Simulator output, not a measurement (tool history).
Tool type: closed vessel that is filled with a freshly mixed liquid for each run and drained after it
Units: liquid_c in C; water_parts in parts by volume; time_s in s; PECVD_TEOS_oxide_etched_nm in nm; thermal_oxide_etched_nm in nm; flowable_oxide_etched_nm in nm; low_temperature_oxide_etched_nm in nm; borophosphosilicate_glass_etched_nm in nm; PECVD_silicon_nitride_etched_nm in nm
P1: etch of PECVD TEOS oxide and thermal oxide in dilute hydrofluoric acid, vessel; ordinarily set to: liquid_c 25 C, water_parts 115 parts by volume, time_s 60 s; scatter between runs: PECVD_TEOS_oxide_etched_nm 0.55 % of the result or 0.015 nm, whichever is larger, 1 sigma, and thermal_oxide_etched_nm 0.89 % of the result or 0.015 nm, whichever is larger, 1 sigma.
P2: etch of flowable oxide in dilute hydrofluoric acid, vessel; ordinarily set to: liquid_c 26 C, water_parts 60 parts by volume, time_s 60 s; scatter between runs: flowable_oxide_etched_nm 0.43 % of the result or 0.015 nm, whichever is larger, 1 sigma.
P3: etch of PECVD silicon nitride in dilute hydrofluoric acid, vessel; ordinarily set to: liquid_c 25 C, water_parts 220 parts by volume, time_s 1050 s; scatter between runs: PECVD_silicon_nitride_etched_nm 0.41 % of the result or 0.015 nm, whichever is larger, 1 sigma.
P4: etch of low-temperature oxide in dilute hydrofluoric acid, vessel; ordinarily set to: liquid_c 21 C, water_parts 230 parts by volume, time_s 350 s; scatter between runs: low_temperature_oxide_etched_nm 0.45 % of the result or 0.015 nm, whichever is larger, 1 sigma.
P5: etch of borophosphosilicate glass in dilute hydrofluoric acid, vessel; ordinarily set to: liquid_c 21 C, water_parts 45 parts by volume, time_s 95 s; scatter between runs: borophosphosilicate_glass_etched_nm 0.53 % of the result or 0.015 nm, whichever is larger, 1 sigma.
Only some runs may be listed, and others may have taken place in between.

| run | hour | process | liquid_c | water_parts | time_s | PECVD_TEOS_oxide_etched_nm | thermal_oxide_etched_nm | flowable_oxide_etched_nm | low_temperature_oxide_etched_nm | borophosphosilicate_glass_etched_nm | PECVD_silicon_nitride_etched_nm |
|---|---|---|---|---|---|---|---|---|---|---|---|
| 1 | 6 | P1 | 25 | 115 | 60 | 10.112 | 2.5604 |  |  |  |  |
| 2 | 16.9 | P1 | 25 | 115 | 30 | 5.0511 | 1.2595 |  |  |  |  |
| 3 | 26.9 | P1 | 25 | 115 | 60 | 9.9596 | 2.5163 |  |  |  |  |
| 4 | 33 | P1 | 32 | 115 | 60 | 13.013 | 3.3128 |  |  |  |  |
| 5 | 42.4 | P1 | 25 | 215 | 60 | 4.8042 | 1.2014 |  |  |  |  |
| 6 | 50.4 | P1 | 25 | 115 | 60 | 10.075 | 2.5686 |  |  |  |  |
| 7 | 57.2 | P2 | 26 | 35 | 60 |  |  | 130.94 |  |  |  |
| 8 | 63.9 | P4 | 21 | 230 | 30 |  |  |  | 2.1045 |  |  |
|  | 65.1 | hydrofluoric acid flow meter replaced |
| 9 | 71.3 | P5 | 21 | 45 | 45 |  |  |  |  | 28.769 |  |
| 10 | 81.9 | P3 | 25 | 75 | 1050 |  |  |  |  |  | 48.621 |
| 11 | 89.9 | P2 | 26 | 60 | 115 |  |  | 141.82 |  |  |  |
| 12 | 95.1 | P5 | 21 | 20 | 95 |  |  |  |  | 141.86 |  |
| 13 | 101.7 | P1 | 18 | 115 | 60 | 7.569 | 1.9071 |  |  |  |  |
| 14 | 108.7 | P3 | 25 | 220 | 30 |  |  |  |  |  | 0.48676 |
| 15 | 119.1 | P1 | 25 | 115 | 115 | 19.274 | 4.9053 |  |  |  |  |
| 16 | 125.8 | P1 | 25 | 70 | 60 | 17.516 | 4.3117 |  |  |  |  |
| 17 | 131.5 | P4 | 28 | 230 | 350 |  |  |  | 31.437 |  |  |
| 18 | 136.6 | P1 | 21.5 | 40 | 60 | 27.517 | 6.9813 |  |  |  |  |
| 19 | 141.9 | P1 | 25 | 115 | 60 | 9.9474 | 2.535 |  |  |  |  |
| 20 | 150.7 | P1 | 25 | 115 | 60 | 10.123 | 2.4817 |  |  |  |  |
| 21 | 160.1 | P4 | 21 | 230 | 350 |  |  |  | 24.497 |  |  |
| 22 | 170.9 | P5 | 17 | 45 | 95 |  |  |  |  | 50.647 |  |
| 23 | 177 | P5 | 21 | 45 | 95 |  |  |  |  | 59.853 |  |
| 24 | 184.7 | P2 | 26 | 60 | 60 |  |  | 73.615 |  |  |  |
|  | 191.3 | thermometer replaced |
| 25 | 192.1 | P4 | 21 | 50 | 350 |  |  |  | 136.03 |  |  |
| 26 | 198.2 | P3 | 29.5 | 220 | 1050 |  |  |  |  |  | 22.07 |
| 27 | 203.5 | P2 | 33.5 | 60 | 60 |  |  | 98.62 |  |  |  |
| 28 | 214.9 | P1 | 21.5 | 115 | 30 | 4.3606 | 1.089 |  |  |  |  |
| 29 | 221.5 | P3 | 25 | 220 | 1050 |  |  |  |  |  | 16.814 |
| 30 | 229.5 | P4 | 21 | 230 | 350 |  |  |  | 24.37 |  |  |
| 31 | 239.5 | P1 | 25 | 115 | 60 | 10.089 | 2.5532 |  |  |  |  |
| 32 | 247.6 | P1 | 25 | 115 | 60 | 10.206 | 2.5544 |  |  |  |  |
| 33 | 259.2 | P1 | 25 | 115 | 60 | 10.399 | 2.587 |  |  |  |  |
| 34 | 269.6 | P1 | 25 | 115 | 60 | 10.51 | 2.6981 |  |  |  |  |
| 35 | 281.2 | P1 | 25 | 115 | 60 | 10.631 | 2.6591 |  |  |  |  |
| 36 | 290.1 | P1 | 25 | 115 | 60 | 10.615 | 2.6064 |  |  |  |  |
| 37 | 297.6 | P1 | 25 | 115 | 60 | 10.531 | 2.6959 |  |  |  |  |
| 38 | 308 | P1 | 25 | 115 | 60 | 10.595 | 2.7096 |  |  |  |  |
| 39 | 314.7 | P1 | 25 | 115 | 60 | 10.649 | 2.6353 |  |  |  |  |
| 40 | 321.6 | P1 | 25 | 115 | 60 | 10.645 | 2.6377 |  |  |  |  |
| 41 | 327.6 | P1 | 25 | 115 | 60 | 10.759 | 2.6639 |  |  |  |  |

Something has made what P1 gives creep away from where it was; the 2 causes below, each at its own stated size, fit the log equally well:
A: liquid hotter than its thermometer reads (K) = 1.53
B: hydrofluoric acid flow above the setpoint (%) = 5.3
The creep began at about hour 239.5.

Below are 4 check runs, each on a single wafer, with their results shown as question marks. Which of them would tell the listed causes apart, meaning the causes would give clearly different results under it?
| check 1 | 333.6 | P5 | 17 | 45 | 50 |  |  |  |  | ? |  |
| check 2 | 333.6 | P4 | 21 | 80 | 65 |  |  |  | ? |  |  |
| check 3 | 333.6 | P2 | 33 | 60 | 60 |  |  | ? |  |  |  |
| check 4 | 333.6 | P3 | 25 | 105 | 1050 |  |  |  |  |  | ? |

If the cause were each of the candidates in turn, the checks would give the following:
| check | result | if A | if B |
|---|---|---|---|
| check 1 | borophosphosilicate_glass_etched_nm | 28.712 | 28.361 |
| check 2 | low_temperature_oxide_etched_nm | 16.291 | 16.19 |
| check 3 | flowable_oxide_etched_nm | 102.87 | 102.76 |
| check 4 | PECVD_silicon_nitride_etched_nm | 38.58 | 36.769 |
Separation of the two closest causes in each check, using whichever result separates them best: check 1 1.23 %; check 2 0.63 %; check 3 0.11 %; check 4 4.81 %
Check 4 is the one run that separates the causes; every other check would come out nearly the same whichever cause is at work.

Check 4 has now been run. It gave: PECVD_silicon_nitride_etched_nm 38.443 nm. Which of the candidate causes is it?

It is A: liquid hotter than its thermometer reads (K).
